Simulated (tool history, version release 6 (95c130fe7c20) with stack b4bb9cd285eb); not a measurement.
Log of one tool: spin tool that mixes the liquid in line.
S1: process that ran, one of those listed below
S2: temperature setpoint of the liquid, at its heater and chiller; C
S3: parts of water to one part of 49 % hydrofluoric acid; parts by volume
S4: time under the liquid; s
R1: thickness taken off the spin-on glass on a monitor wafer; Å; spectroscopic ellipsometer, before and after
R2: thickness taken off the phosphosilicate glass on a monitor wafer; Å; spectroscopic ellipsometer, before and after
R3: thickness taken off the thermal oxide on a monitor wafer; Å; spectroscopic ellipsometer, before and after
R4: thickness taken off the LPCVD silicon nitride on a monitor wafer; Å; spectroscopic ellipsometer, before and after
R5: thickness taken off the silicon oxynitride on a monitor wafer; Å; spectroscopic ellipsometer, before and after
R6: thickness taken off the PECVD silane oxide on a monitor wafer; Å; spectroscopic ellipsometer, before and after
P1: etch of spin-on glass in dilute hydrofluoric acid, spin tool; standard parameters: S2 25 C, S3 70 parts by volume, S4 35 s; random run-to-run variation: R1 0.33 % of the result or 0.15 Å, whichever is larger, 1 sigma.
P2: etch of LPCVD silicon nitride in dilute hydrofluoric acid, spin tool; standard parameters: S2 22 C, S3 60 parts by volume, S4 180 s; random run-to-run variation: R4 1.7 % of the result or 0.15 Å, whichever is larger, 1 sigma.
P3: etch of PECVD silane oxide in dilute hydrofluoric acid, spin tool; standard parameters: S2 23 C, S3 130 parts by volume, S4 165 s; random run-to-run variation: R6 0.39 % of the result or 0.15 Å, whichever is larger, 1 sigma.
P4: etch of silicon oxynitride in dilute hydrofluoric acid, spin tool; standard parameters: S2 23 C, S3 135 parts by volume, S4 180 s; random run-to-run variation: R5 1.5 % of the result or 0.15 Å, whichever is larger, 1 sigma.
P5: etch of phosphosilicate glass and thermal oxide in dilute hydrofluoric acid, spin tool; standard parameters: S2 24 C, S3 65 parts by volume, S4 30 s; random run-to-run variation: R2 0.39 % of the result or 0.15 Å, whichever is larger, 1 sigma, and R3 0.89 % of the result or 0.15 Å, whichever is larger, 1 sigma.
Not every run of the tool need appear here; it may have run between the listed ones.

run 1 hour=4.5 | S1=P1 S2=25 S3=70 S4=35 | R1=255.64
run 2 hour=11.7 | S1=P5 S2=32 S3=65 S4=30 | R2=702.14 R3=32.795
run 3 hour=19.3 | S1=P2 S2=22 S3=60 S4=360 | R4=26.552
run 4 hour=23.2 | S1=P2 S2=17.5 S3=60 S4=180 | R4=9.7055
run 5 hour=31.5 | S1=P1 S2=33.5 S3=70 S4=35 | R1=357.95
run 6 hour=39.4 | S1=P1 S2=25 S3=70 S4=15 | R1=109.83
run 7 hour=44.4 | S1=P4 S2=23 S3=135 S4=180 | R5=17.909
run 8 hour=48.2 | S1=P1 S2=25 S3=115 S4=65 | R1=273.47
run 9 hour=54.4 | S1=P1 S2=28.5 S3=70 S4=65 | R1=544.36
run 10 hour=58.1 | S1=P2 S2=22 S3=60 S4=180 | R4=13.302
run 11 hour=64.3 | S1=P3 S2=23 S3=30 S4=165 | R6=1876.5
run 12 hour=68.6 | S1=P1 S2=25 S3=70 S4=35 | R1=255.96
run 13 hour=74.6 | S1=P1 S2=25 S3=70 S4=65 | R1=475.28
run 14 hour=82.9 | S1=P4 S2=23 S3=135 S4=95 | R5=9.0539
run 15 hour=90.3 | S1=P1 S2=25 S3=70 S4=35 | R1=257.16
run 16 hour=98.5 | S1=P5 S2=24 S3=65 S4=30 | R2=511.57 R3=23.755
run 17 hour=103.4 | S1=P1 S2=25 S3=110 S4=35 | R1=154.97
run 18 hour=107.9 | S1=P5 S2=24 S3=90 S4=30 | R2=355.9 R3=16.496
run 19 hour=114.1 | S1=P2 S2=22 S3=20 S4=180 | R4=38.101
run 20 hour=120.2 | S1=P4 S2=23 S3=135 S4=180 | R5=17.907
run 21 hour=127.1 | S1=P1 S2=25 S3=70 S4=35 | R1=255.63
run 22 hour=131.6 | S1=P4 S2=31 S3=135 S4=180 | R5=25.516
run 23 hour=135.5 | S1=P3 S2=23 S3=130 S4=265 | R6=612.6
run 24 hour=142.2 | S1=P1 S2=25 S3=25 S4=35 | R1=765.28
run 25 hour=150.3 | S1=P4 S2=23 S3=240 S4=180 | R5=9.3896
run 26 hour=156 | S1=P5 S2=24 S3=65 S4=50 | R2=856.36 R3=39.842

Run 27 has not been measured yet. What should we expect?
run 27 hour=164 | S1=P3 S2=29 S3=130 S4=165 | R6=?

R6: 479.11 Å
